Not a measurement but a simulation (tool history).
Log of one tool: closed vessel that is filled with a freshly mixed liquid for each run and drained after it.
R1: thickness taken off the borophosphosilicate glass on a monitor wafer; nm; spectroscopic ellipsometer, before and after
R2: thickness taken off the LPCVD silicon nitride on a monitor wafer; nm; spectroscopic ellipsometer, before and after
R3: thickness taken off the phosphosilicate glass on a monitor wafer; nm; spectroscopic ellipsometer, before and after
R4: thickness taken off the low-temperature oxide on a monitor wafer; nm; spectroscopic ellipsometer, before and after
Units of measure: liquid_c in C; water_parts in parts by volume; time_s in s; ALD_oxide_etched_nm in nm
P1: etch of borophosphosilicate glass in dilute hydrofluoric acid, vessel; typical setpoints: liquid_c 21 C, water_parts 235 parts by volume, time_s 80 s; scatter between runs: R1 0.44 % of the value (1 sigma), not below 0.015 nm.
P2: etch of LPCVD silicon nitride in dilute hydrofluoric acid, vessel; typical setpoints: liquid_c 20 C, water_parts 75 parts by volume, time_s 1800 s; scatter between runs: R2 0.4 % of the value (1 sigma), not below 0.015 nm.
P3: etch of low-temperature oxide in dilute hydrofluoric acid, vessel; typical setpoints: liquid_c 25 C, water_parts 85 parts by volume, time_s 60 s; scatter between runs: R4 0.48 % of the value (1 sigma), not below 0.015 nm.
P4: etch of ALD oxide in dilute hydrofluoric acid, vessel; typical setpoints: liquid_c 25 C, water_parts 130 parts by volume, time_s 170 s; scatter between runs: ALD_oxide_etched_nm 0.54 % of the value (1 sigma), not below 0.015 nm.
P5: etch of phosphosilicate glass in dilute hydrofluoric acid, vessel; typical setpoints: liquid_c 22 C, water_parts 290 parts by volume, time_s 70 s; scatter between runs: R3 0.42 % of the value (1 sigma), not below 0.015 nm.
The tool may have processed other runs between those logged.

Run 1, day 0.579: process P1, liquid_c 21 C, water_parts 235 parts by volume, time_s 80 s. Result: R1 11.155 nm.
Run 2, day 1.371: process P1, liquid_c 21 C, water_parts 235 parts by volume, time_s 80 s. Result: R1 11.026 nm.
Run 3, day 1.996: process P2, liquid_c 20 C, water_parts 110 parts by volume, time_s 1800 s. Result: R2 6.7378 nm.
At day 2.021: thermometer replaced.
Run 4, day 2.45: process P1, liquid_c 27 C, water_parts 235 parts by volume, time_s 45 s. Result: R1 7.7978 nm.
Run 5, day 2.8: process P1, liquid_c 27 C, water_parts 340 parts by volume, time_s 80 s. Result: R1 8.5467 nm.
Run 6, day 3.425: process P5, liquid_c 17 C, water_parts 290 parts by volume, time_s 70 s. Result: R3 16.172 nm.
Run 7, day 4.138: process P3, liquid_c 25 C, water_parts 85 parts by volume, time_s 60 s. Result: R4 21.83 nm.
Run 8, day 4.508: process P1, liquid_c 21 C, water_parts 115 parts by volume, time_s 80 s. Result: R1 25.933 nm.
Run 9, day 5.229: process P4, liquid_c 25 C, water_parts 130 parts by volume, time_s 260 s. Result: ALD_oxide_etched_nm 41.848 nm.
Run 10, day 5.917: process P2, liquid_c 20 C, water_parts 75 parts by volume, time_s 310 s. Result: R2 1.6846 nm.
Run 11, day 6.708: process P5, liquid_c 22 C, water_parts 490 parts by volume, time_s 70 s. Result: R3 9.7057 nm.
Run 12, day 7.288: process P4, liquid_c 25 C, water_parts 235 parts by volume, time_s 170 s. Result: ALD_oxide_etched_nm 13.39 nm.
Run 13, day 7.821: process P2, liquid_c 20 C, water_parts 75 parts by volume, time_s 1800 s. Result: R2 9.7562 nm.
Run 14, day 8.308: process P3, liquid_c 18 C, water_parts 85 parts by volume, time_s 60 s. Result: R4 16.405 nm.
Run 15, day 8.775: process P1, liquid_c 21 C, water_parts 325 parts by volume, time_s 80 s. Result: R1 7.3935 nm.
Run 16, day 9.217: process P5, liquid_c 22 C, water_parts 290 parts by volume, time_s 70 s. Result: R3 19.315 nm.
Run 17, day 9.779: process P4, liquid_c 25 C, water_parts 130 parts by volume, time_s 170 s. Result: ALD_oxide_etched_nm 27.235 nm.
Run 18, day 10.571: process P1, liquid_c 25.5 C, water_parts 235 parts by volume, time_s 80 s. Result: R1 13.124 nm.
Run 19, day 11.196: process P1, liquid_c 21 C, water_parts 235 parts by volume, time_s 30 s. Result: R1 4.1194 nm.
Run 20, day 11.717: process P1, liquid_c 17 C, water_parts 235 parts by volume, time_s 80 s. Result: R1 9.6303 nm.
Run 21, day 12.308: process P1, liquid_c 21 C, water_parts 235 parts by volume, time_s 120 s. Result: R1 16.675 nm.
Run 22, day 12.692: process P2, liquid_c 20 C, water_parts 75 parts by volume, time_s 1800 s. Result: R2 9.7742 nm.
Run 23, day 13.462: process P1, liquid_c 21 C, water_parts 235 parts by volume, time_s 80 s. Result: R1 11.114 nm.

Run 24, settings as shown, results not yet in. Your forecast:
Run 24, day 13.875: process P2, liquid_c 17 C, water_parts 75 parts by volume, time_s 1800 s. Result: R2 ?.

R2: 7.9201 nm
